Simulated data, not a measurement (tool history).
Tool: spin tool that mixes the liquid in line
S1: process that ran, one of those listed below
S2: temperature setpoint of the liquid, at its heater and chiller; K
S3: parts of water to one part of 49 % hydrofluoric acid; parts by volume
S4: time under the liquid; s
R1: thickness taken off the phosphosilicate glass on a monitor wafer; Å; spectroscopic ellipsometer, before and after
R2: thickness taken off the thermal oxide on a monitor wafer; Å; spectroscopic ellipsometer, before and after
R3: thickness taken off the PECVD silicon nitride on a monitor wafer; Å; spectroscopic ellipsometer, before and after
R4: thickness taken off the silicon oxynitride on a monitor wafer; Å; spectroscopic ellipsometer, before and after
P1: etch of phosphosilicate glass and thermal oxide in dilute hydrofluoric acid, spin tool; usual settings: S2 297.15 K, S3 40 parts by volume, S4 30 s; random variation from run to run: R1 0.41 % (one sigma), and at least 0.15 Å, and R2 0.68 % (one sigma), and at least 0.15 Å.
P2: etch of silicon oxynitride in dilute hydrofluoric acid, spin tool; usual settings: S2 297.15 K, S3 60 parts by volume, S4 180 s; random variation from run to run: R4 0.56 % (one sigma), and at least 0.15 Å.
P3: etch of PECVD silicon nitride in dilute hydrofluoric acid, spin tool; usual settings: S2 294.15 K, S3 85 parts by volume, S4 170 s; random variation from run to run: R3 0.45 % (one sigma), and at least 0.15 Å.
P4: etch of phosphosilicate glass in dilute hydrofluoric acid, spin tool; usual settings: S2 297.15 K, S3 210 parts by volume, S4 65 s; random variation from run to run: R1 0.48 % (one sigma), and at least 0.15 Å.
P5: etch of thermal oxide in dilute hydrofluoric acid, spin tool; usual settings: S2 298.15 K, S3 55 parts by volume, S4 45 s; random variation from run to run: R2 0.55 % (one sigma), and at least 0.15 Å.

Run 1, day 0.233: S1 P1, S2 297.15 K, S3 40 parts by volume, S4 30 s. Result: R1 1658.1 Å, R2 36.235 Å.
Run 2, day 0.362: S1 P1, S2 297.15 K, S3 40 parts by volume, S4 30 s. Result: R1 1673.1 Å, R2 36.342 Å.
Run 3, day 0.633: S1 P1, S2 297.15 K, S3 65 parts by volume, S4 50 s. Result: R1 1650 Å, R2 35.611 Å.
Run 4, day 0.821: S1 P1, S2 297.15 K, S3 40 parts by volume, S4 30 s. Result: R1 1661.9 Å, R2 35.885 Å.
Run 5, day 0.946: S1 P4, S2 297.15 K, S3 210 parts by volume, S4 65 s. Result: R1 282.28 Å.
Run 6, day 1.117: S1 P3, S2 290.15 K, S3 85 parts by volume, S4 170 s. Result: R3 43.376 Å.
Run 7, day 1.288: S1 P5, S2 298.15 K, S3 100 parts by volume, S4 45 s. Result: R2 21.87 Å.
Run 8, day 1.475: S1 P5, S2 305.65 K, S3 55 parts by volume, S4 45 s. Result: R2 56.425 Å.
Run 9, day 1.683: S1 P1, S2 301.15 K, S3 40 parts by volume, S4 30 s. Result: R1 1954 Å, R2 42.153 Å.
Run 10, day 1.921: S1 P1, S2 297.15 K, S3 40 parts by volume, S4 15 s. Result: R1 828.85 Å, R2 17.929 Å.
Run 11, day 2.188: S1 P5, S2 298.15 K, S3 55 parts by volume, S4 80 s. Result: R2 75.718 Å.
Run 12, day 2.408: S1 P1, S2 290.15 K, S3 40 parts by volume, S4 30 s. Result: R1 1235 Å, R2 26.824 Å.
Run 13, day 2.562: S1 P4, S2 297.15 K, S3 35 parts by volume, S4 65 s. Result: R1 2073.5 Å.
Run 14, day 2.842: S1 P2, S2 297.15 K, S3 105 parts by volume, S4 180 s. Result: R4 33.462 Å.
Run 15, day 3.062: S1 P2, S2 291.15 K, S3 60 parts by volume, S4 180 s. Result: R4 45.374 Å.
Run 16, day 3.246: S1 P3, S2 294.15 K, S3 85 parts by volume, S4 315 s. Result: R3 104.64 Å.
Run 17, day 3.454: S1 P3, S2 294.15 K, S3 85 parts by volume, S4 170 s. Result: R3 57.085 Å.
Run 18, day 3.696: S1 P4, S2 303.15 K, S3 210 parts by volume, S4 65 s. Result: R1 350.82 Å.
Run 19, day 3.958: S1 P2, S2 297.15 K, S3 60 parts by volume, S4 180 s. Result: R4 60.45 Å.
Run 20, day 4.104: S1 P2, S2 297.15 K, S3 60 parts by volume, S4 290 s. Result: R4 97.19 Å.
Run 21, day 4.292: S1 P1, S2 297.15 K, S3 20 parts by volume, S4 30 s. Result: R1 3420.8 Å, R2 73.955 Å.
Run 22, day 4.508: S1 P5, S2 298.15 K, S3 55 parts by volume, S4 45 s. Result: R2 42.456 Å.
Run 23, day 4.754: S1 P1, S2 297.15 K, S3 70 parts by volume, S4 30 s. Result: R1 914.56 Å, R2 19.399 Å.
Run 24, day 4.888: S1 P2, S2 297.15 K, S3 60 parts by volume, S4 180 s. Result: R4 60.315 Å.
Run 25, day 5.112: S1 P1, S2 297.15 K, S3 40 parts by volume, S4 30 s. Result: R1 1669.1 Å, R2 36.144 Å.
Run 26, day 5.367: S1 P3, S2 294.15 K, S3 150 parts by volume, S4 170 s. Result: R3 32.833 Å.
Run 27, day 5.492: S1 P5, S2 298.15 K, S3 55 parts by volume, S4 45 s. Result: R2 42.487 Å.
Run 28, day 5.654: S1 P1, S2 297.15 K, S3 40 parts by volume, S4 30 s. Result: R1 1669.9 Å, R2 35.93 Å.
Run 29, day 5.925: S1 P1, S2 297.15 K, S3 40 parts by volume, S4 50 s. Result: R1 2800.3 Å, R2 60.046 Å.
Run 30, day 6.196: S1 P4, S2 297.15 K, S3 210 parts by volume, S4 100 s. Result: R1 433.17 Å.
Run 31, day 6.354: S1 P1, S2 297.15 K, S3 40 parts by volume, S4 30 s. Result: R1 1663.1 Å, R2 36.261 Å.
Run 32, day 6.562: S1 P1, S2 297.15 K, S3 40 parts by volume, S4 30 s. Result: R1 1708.8 Å, R2 36.367 Å.
Run 33, day 6.804: S1 P1, S2 297.15 K, S3 40 parts by volume, S4 30 s. Result: R1 1739.2 Å, R2 37.883 Å.
Run 34, day 6.979: S1 P1, S2 297.15 K, S3 40 parts by volume, S4 30 s. Result: R1 1762.1 Å, R2 37.851 Å.
Run 35, day 7.233: S1 P1, S2 297.15 K, S3 40 parts by volume, S4 30 s. Result: R1 1761.8 Å, R2 38.225 Å.
Run 36, day 7.392: S1 P1, S2 297.15 K, S3 40 parts by volume, S4 30 s. Result: R1 1759.5 Å, R2 37.929 Å.
Run 37, day 7.633: S1 P1, S2 297.15 K, S3 40 parts by volume, S4 30 s. Result: R1 1769.6 Å, R2 38.488 Å.

What P1 gives has crept away from where it was. These 2 causes fit the log equally well, each at the size given:
A: liquid hotter than its thermometer reads (K) = 1.43
B: hydrofluoric acid flow above the setpoint (%) = 5.75
The creep began at about day 6.354.

4 check runs are offered, one wafer each, their results left as question marks. Which one tells the causes apart?
Run check 1, day 7.875: S1 P3, S2 294.15 K, S3 85 parts by volume, S4 310 s. Result: R3 ?.
Run check 2, day 7.875: S1 P2, S2 293.15 K, S3 100 parts by volume, S4 180 s. Result: R4 ?.
Run check 3, day 7.875: S1 P4, S2 297.15 K, S3 45 parts by volume, S4 65 s. Result: R1 ?.
Run check 4, day 7.875: S1 P5, S2 298.15 K, S3 55 parts by volume, S4 70 s. Result: R2 ?.

What each check would give under each cause:
  check  result    if A    if B
check 1      R3  114.22  109.53
check 2      R4  30.976  30.679
check 3      R1  1693.8  1694.7
check 4      R2  69.952  70.101
How far apart the two closest causes lie, in the result that separates them most: check 1 4.19 %; check 2 0.96 %; check 3 0.05 %; check 4 0.21 %
Check 1 tells the causes apart: in the others they would give nearly the same result.

Check 1 was then run and gave: R3 115.11 Å. Which cause is it?

It is A: liquid hotter than its thermometer reads (K).
